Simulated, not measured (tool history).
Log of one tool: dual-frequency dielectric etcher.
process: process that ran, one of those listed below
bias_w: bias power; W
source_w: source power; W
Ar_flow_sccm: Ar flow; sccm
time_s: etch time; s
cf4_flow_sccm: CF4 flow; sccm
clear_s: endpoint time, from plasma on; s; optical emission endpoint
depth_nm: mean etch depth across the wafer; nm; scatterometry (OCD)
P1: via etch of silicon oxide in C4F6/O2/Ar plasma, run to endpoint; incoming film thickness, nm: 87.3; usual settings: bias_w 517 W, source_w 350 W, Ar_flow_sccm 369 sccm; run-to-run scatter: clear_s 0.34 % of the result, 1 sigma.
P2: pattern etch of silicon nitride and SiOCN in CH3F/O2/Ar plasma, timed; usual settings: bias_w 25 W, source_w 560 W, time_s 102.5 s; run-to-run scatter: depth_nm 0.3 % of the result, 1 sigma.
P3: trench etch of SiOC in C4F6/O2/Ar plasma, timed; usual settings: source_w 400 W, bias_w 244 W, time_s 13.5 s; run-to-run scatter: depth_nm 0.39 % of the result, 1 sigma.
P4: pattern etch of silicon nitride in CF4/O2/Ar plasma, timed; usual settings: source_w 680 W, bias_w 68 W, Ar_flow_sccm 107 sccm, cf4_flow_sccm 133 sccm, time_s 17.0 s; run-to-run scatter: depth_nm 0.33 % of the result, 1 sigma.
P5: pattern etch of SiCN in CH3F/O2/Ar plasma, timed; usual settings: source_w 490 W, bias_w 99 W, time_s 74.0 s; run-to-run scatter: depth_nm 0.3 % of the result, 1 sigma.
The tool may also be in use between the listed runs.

run	day	process	bias_w	source_w	Ar_flow_sccm	time_s	cf4_flow_sccm	hours since the last wet clean	hours since the last bias power generator calibration	hours since the last source power generator calibration	hours since the last Ar flow controller change	clear_s	depth_nm
1	0.200	P1	517	350	369			113.5	2534.9	1315.2	774.5	20.897	
2	0.438	P5	71	490		74.0		119.2	2540.6	1320.9	780.2		30.446
3	0.667	P3	244	400		13.5		124.7	2546.1	1326.4	785.7		32.623
4	0.842	P4	68	680	72	17.0	133	128.9	2550.3	1330.6	789.9		49.063
5	1.004	P1	691	350	369			132.8	2554.2	1334.5	793.8	18.744	
6	1.292	P2	25	560		102.5		139.7	2561.1	1341.4	800.7		16.440
7	1.575	P4	68	680	107	17.0	109	146.5	2567.9	1348.2	807.5		46.087
8	1.708	P2	19	560		102.5		149.7	2571.1	1351.4	810.7		14.524
9	1.888	P1	517	350	369			154.0	2575.4	1355.7	815.0	21.006	
10	2.125	P2	25	710		102.5		159.7	2581.1	1361.4	820.7		17.808
11	2.283	P1	517	350	369			163.5	2584.9	1365.2	824.5	20.867	
12	2.454	P2	25	560		102.5		167.6	2589.0	1369.3	828.6		16.412
13	2.662	P3	244	570		13.5		172.6	2594.0	1374.3	833.6		37.511
14	2.938	P1	517	350	441			179.2	2600.6	1380.9	840.2	21.385	
15	3.208	P3	200	400		13.5		185.7	2607.1	1387.4	846.7		30.415
16	3.488	P1	517	260	440			192.4	2613.8	1394.1	853.4	23.729	
17	3.658	P5	99	490		74.0		196.5	2617.9	1398.2	857.5		34.460
# day 3.688: source power generator calibrated
18	3.950	P1	517	450	369			203.5	2624.9	6.3	864.5	19.071	
19	4.096	P4	68	900	107	17.0	133	207.0	2628.4	9.8	868.0		59.854
20	4.392	P1	517	450	248			214.1	2635.5	16.9	875.1	18.309	
21	4.679	P4	89	680	107	17.0	133	221.0	2642.4	23.8	882.0		52.179
22	4.838	P3	244	400		7.5		224.8	2646.2	27.6	885.8		18.127
23	4.996	P1	517	350	267			228.6	2650.0	31.4	889.6	20.128	
24	5.233	P3	244	400		13.5		234.3	2655.7	37.1	895.3		32.405

Forecast run 25:
25	5.362	P1	517	350	369			237.4	2658.8	40.2	898.4	?	

Run 25 gave clear_s 21.072 s.

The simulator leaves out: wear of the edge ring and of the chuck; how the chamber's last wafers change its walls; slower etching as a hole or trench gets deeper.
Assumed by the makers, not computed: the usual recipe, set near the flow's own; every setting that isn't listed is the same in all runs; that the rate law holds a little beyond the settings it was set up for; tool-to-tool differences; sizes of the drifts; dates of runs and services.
